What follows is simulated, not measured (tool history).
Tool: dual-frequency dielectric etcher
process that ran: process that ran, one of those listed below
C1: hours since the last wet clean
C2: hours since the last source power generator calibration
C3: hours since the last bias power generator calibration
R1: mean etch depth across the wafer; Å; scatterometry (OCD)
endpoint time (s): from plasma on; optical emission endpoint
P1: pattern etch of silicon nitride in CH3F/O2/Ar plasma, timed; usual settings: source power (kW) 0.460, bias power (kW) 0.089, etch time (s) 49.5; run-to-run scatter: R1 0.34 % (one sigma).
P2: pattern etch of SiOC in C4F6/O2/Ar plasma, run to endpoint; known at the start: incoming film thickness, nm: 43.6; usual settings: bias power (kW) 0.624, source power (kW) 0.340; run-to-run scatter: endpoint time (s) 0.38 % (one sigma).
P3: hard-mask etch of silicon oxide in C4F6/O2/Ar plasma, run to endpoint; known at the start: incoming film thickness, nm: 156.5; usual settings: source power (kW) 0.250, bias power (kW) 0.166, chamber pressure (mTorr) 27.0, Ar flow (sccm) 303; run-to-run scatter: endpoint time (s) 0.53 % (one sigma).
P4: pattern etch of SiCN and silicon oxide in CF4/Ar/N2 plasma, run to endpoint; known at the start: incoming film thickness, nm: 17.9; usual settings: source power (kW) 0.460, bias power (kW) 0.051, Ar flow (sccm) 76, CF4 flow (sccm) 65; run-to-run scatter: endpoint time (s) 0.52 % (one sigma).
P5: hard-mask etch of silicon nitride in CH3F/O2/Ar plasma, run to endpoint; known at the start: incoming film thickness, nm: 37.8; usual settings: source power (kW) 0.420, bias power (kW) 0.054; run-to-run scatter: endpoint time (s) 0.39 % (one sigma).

Run 1, hour 7.5: process that ran P1, source power (kW) 0.460, bias power (kW) 0.089, etch time (s) 49.5; C1 465.2; C2 1378.3; C3 905.8. Result: R1 397.81 Å.
Run 2, hour 11.6: process that ran P3, source power (kW) 0.250, bias power (kW) 0.166, chamber pressure (mTorr) 27.0, Ar flow (sccm) 187; C1 469.3; C2 1382.4; C3 909.9. Result: endpoint time (s) 56.886.
Run 3, hour 18.5: process that ran P1, source power (kW) 0.460, bias power (kW) 0.118, etch time (s) 49.5; C1 476.2; C2 1389.3; C3 916.8. Result: R1 437.73 Å.
Run 4, hour 23.4: process that ran P5, source power (kW) 0.420, bias power (kW) 0.054; C1 481.1; C2 1394.2; C3 921.7. Result: endpoint time (s) 58.642.
Run 5, hour 27.8: process that ran P1, source power (kW) 0.460, bias power (kW) 0.089, etch time (s) 49.5; C1 485.5; C2 1398.6; C3 926.1. Result: R1 397.10 Å.
Run 6, hour 34.5: process that ran P3, source power (kW) 0.250, bias power (kW) 0.166, chamber pressure (mTorr) 27.0, Ar flow (sccm) 303; C1 492.2; C2 1405.3; C3 932.8. Result: endpoint time (s) 60.211.
Run 7, hour 42.8: process that ran P3, source power (kW) 0.330, bias power (kW) 0.166, chamber pressure (mTorr) 27.0, Ar flow (sccm) 303; C1 500.5; C2 1413.6; C3 941.1. Result: endpoint time (s) 53.490.
Run 8, hour 47.6: process that ran P5, source power (kW) 0.420, bias power (kW) 0.071; C1 505.3; C2 1418.4; C3 945.9. Result: endpoint time (s) 53.682.
Run 9, hour 53.7: process that ran P4, source power (kW) 0.660, bias power (kW) 0.051, Ar flow (sccm) 76, CF4 flow (sccm) 65; C1 511.4; C2 1424.5; C3 952.0. Result: endpoint time (s) 15.554.
Run 10, hour 59.9: process that ran P2, source power (kW) 0.440, bias power (kW) 0.624; C1 517.6; C2 1430.7; C3 958.2. Result: endpoint time (s) 13.077.
Run 11, hour 68.3: process that ran P1, source power (kW) 0.460, bias power (kW) 0.089, etch time (s) 49.5; C1 526.0; C2 1439.1; C3 966.6. Result: R1 397.86 Å.
Run 12, hour 76.9: process that ran P3, source power (kW) 0.250, bias power (kW) 0.166, chamber pressure (mTorr) 38.5, Ar flow (sccm) 303; C1 534.6; C2 1447.7; C3 975.2. Result: endpoint time (s) 62.357.
Run 13, hour 83.2: process that ran P4, source power (kW) 0.460, bias power (kW) 0.051, Ar flow (sccm) 76, CF4 flow (sccm) 53; C1 540.9; C2 1454.0; C3 981.5. Result: endpoint time (s) 22.386.
Run 14, hour 88.3: process that ran P5, source power (kW) 0.420, bias power (kW) 0.054; C1 546.0; C2 1459.1; C3 986.6. Result: endpoint time (s) 58.718.
Run 15, hour 95.7: process that ran P1, source power (kW) 0.380, bias power (kW) 0.110, etch time (s) 49.5; C1 553.4; C2 1466.5; C3 994.0. Result: R1 397.18 Å.
Run 16, hour 103.4: process that ran P1, source power (kW) 0.460, bias power (kW) 0.089, etch time (s) 68.5; C1 561.1; C2 1474.2; C3 1001.7. Result: R1 546.86 Å.
Run 17, hour 111.0: process that ran P3, source power (kW) 0.250, bias power (kW) 0.227, chamber pressure (mTorr) 27.0, Ar flow (sccm) 303; C1 568.7; C2 1481.8; C3 1009.3. Result: endpoint time (s) 54.028.
Run 18, hour 115.5: process that ran P4, source power (kW) 0.460, bias power (kW) 0.051, Ar flow (sccm) 76, CF4 flow (sccm) 65; C1 573.2; C2 1486.3; C3 1013.8. Result: endpoint time (s) 21.570.
Run 19, hour 121.0: process that ran P4, source power (kW) 0.460, bias power (kW) 0.051, Ar flow (sccm) 76, CF4 flow (sccm) 65; C1 578.7; C2 1491.8; C3 1019.3. Result: endpoint time (s) 21.496.
Run 20, hour 125.1: process that ran P2, source power (kW) 0.340, bias power (kW) 0.491; C1 582.8; C2 1495.9; C3 1023.4. Result: endpoint time (s) 15.670.
Run 21, hour 133.0: process that ran P4, source power (kW) 0.460, bias power (kW) 0.051, Ar flow (sccm) 102, CF4 flow (sccm) 65; C1 590.7; C2 1503.8; C3 1031.3. Result: endpoint time (s) 22.589.
Run 22, hour 140.3: process that ran P1, source power (kW) 0.460, bias power (kW) 0.069, etch time (s) 49.5; C1 598.0; C2 1511.1; C3 1038.6. Result: R1 365.15 Å.
Run 23, hour 148.3: process that ran P4, source power (kW) 0.460, bias power (kW) 0.062, Ar flow (sccm) 76, CF4 flow (sccm) 65; C1 606.0; C2 1519.1; C3 1046.6. Result: endpoint time (s) 20.382.
Run 24, hour 154.4: process that ran P1, source power (kW) 0.560, bias power (kW) 0.089, etch time (s) 39.0; C1 612.1; C2 1525.2; C3 1052.7. Result: R1 335.48 Å.
Run 25, hour 159.5: process that ran P5, source power (kW) 0.270, bias power (kW) 0.054; C1 617.2; C2 1530.3; C3 1057.8. Result: endpoint time (s) 70.157.
Run 26, hour 165.8: process that ran P1, source power (kW) 0.330, bias power (kW) 0.089, etch time (s) 49.5; C1 623.5; C2 1536.6; C3 1064.1. Result: R1 350.01 Å.
Run 27, hour 171.7: process that ran P1, source power (kW) 0.580, bias power (kW) 0.089, etch time (s) 49.5; C1 629.4; C2 1542.5; C3 1070.0. Result: R1 432.90 Å.
Run 28, hour 180.2: process that ran P1, source power (kW) 0.460, bias power (kW) 0.089, etch time (s) 37.5; C1 637.9; C2 1551.0; C3 1078.5. Result: R1 299.70 Å.
Run 29, hour 188.5: process that ran P1, source power (kW) 0.460, bias power (kW) 0.089, etch time (s) 49.5; C1 646.2; C2 1559.3; C3 1086.8. Result: R1 396.01 Å.
Run 30, hour 196.4: process that ran P1, source power (kW) 0.460, bias power (kW) 0.089, etch time (s) 49.5; C1 654.1; C2 1567.2; C3 1094.7. Result: R1 397.77 Å.
Run 31, hour 201.8: process that ran P2, source power (kW) 0.340, bias power (kW) 0.624; C1 659.5; C2 1572.6; C3 1100.1. Result: endpoint time (s) 14.332.
Run 32, hour 209.2: process that ran P1, source power (kW) 0.460, bias power (kW) 0.089, etch time (s) 49.5; C1 666.9; C2 1580.0; C3 1107.5. Result: R1 397.51 Å.
Run 33, hour 215.0: process that ran P1, source power (kW) 0.460, bias power (kW) 0.089, etch time (s) 49.5; C1 672.7; C2 1585.8; C3 1113.3. Result: R1 394.27 Å.
Run 34, hour 219.9: process that ran P1, source power (kW) 0.460, bias power (kW) 0.089, etch time (s) 49.5; C1 677.6; C2 1590.7; C3 1118.2. Result: R1 392.53 Å.
Run 35, hour 224.4: process that ran P1, source power (kW) 0.460, bias power (kW) 0.089, etch time (s) 49.5; C1 682.1; C2 1595.2; C3 1122.7. Result: R1 393.13 Å.
Run 36, hour 229.5: process that ran P1, source power (kW) 0.460, bias power (kW) 0.089, etch time (s) 49.5; C1 687.2; C2 1600.3; C3 1127.8. Result: R1 390.39 Å.
Run 37, hour 234.4: process that ran P1, source power (kW) 0.460, bias power (kW) 0.089, etch time (s) 49.5; C1 692.1; C2 1605.2; C3 1132.7. Result: R1 389.08 Å.
At hour 237.5: wet clean of the chamber.
Run 38, hour 242.6: process that ran P1, source power (kW) 0.460, bias power (kW) 0.089, etch time (s) 49.5; C1 5.1; C2 1613.4; C3 1140.9. Result: R1 389.09 Å.
Run 39, hour 247.0: process that ran P1, source power (kW) 0.460, bias power (kW) 0.089, etch time (s) 49.5; C1 9.5; C2 1617.8; C3 1145.3. Result: R1 390.36 Å.
Run 40, hour 255.2: process that ran P1, source power (kW) 0.460, bias power (kW) 0.089, etch time (s) 49.5; C1 17.7; C2 1626.0; C3 1153.5. Result: R1 390.78 Å.
Run 41, hour 263.0: process that ran P1, source power (kW) 0.460, bias power (kW) 0.089, etch time (s) 49.5; C1 25.5; C2 1633.8; C3 1161.3. Result: R1 389.29 Å.
Run 42, hour 268.2: process that ran P1, source power (kW) 0.460, bias power (kW) 0.089, etch time (s) 49.5; C1 30.7; C2 1639.0; C3 1166.5. Result: R1 391.68 Å.

What P1 gives has crept away from where it was. These 2 causes fit the log equally well, each at the size given:
A: bias power that arrives under what is set, % = 4.64
B: source power that arrives under what is set, % = 4.38
The creep began at about hour 209.2.
Why every other cause is out:
chamber walls in a state that lowers the etch rate, %: serviced at hour 237.5, which brought nothing back

4 check runs are offered, each on 2 wafers whose results are averaged, their results left as question marks. Which one tells the causes apart?
Run check 1, hour 273.4: process that ran P2, source power (kW) 0.340, bias power (kW) 0.624. Result: endpoint time (s) ?.
Run check 2, hour 273.4: process that ran P4, source power (kW) 0.460, bias power (kW) 0.051, Ar flow (sccm) 76, CF4 flow (sccm) 65. Result: endpoint time (s) ?.
Run check 3, hour 273.4: process that ran P5, source power (kW) 0.420, bias power (kW) 0.054. Result: endpoint time (s) ?.
Run check 4, hour 273.4: process that ran P3, source power (kW) 0.250, bias power (kW) 0.166, chamber pressure (mTorr) 27.0, Ar flow (sccm) 303. Result: endpoint time (s) ?.

What each check would give under each cause:
  check             result    if A    if B
check 1  endpoint time (s)  14.639  14.609
check 2  endpoint time (s)  21.827  22.399
check 3  endpoint time (s)  59.831  59.971
check 4  endpoint time (s)  60.777  60.908
How far apart the two closest causes lie, in the result that separates them most: check 1 0.2 %; check 2 2.59 %; check 3 0.23 %; check 4 0.21 %
Check 2 tells the causes apart: in the others they would give nearly the same result.

Check 2 was then run and gave: endpoint time (s) 22.420. Which cause is it?

It is B: source power that arrives under what is set, %.
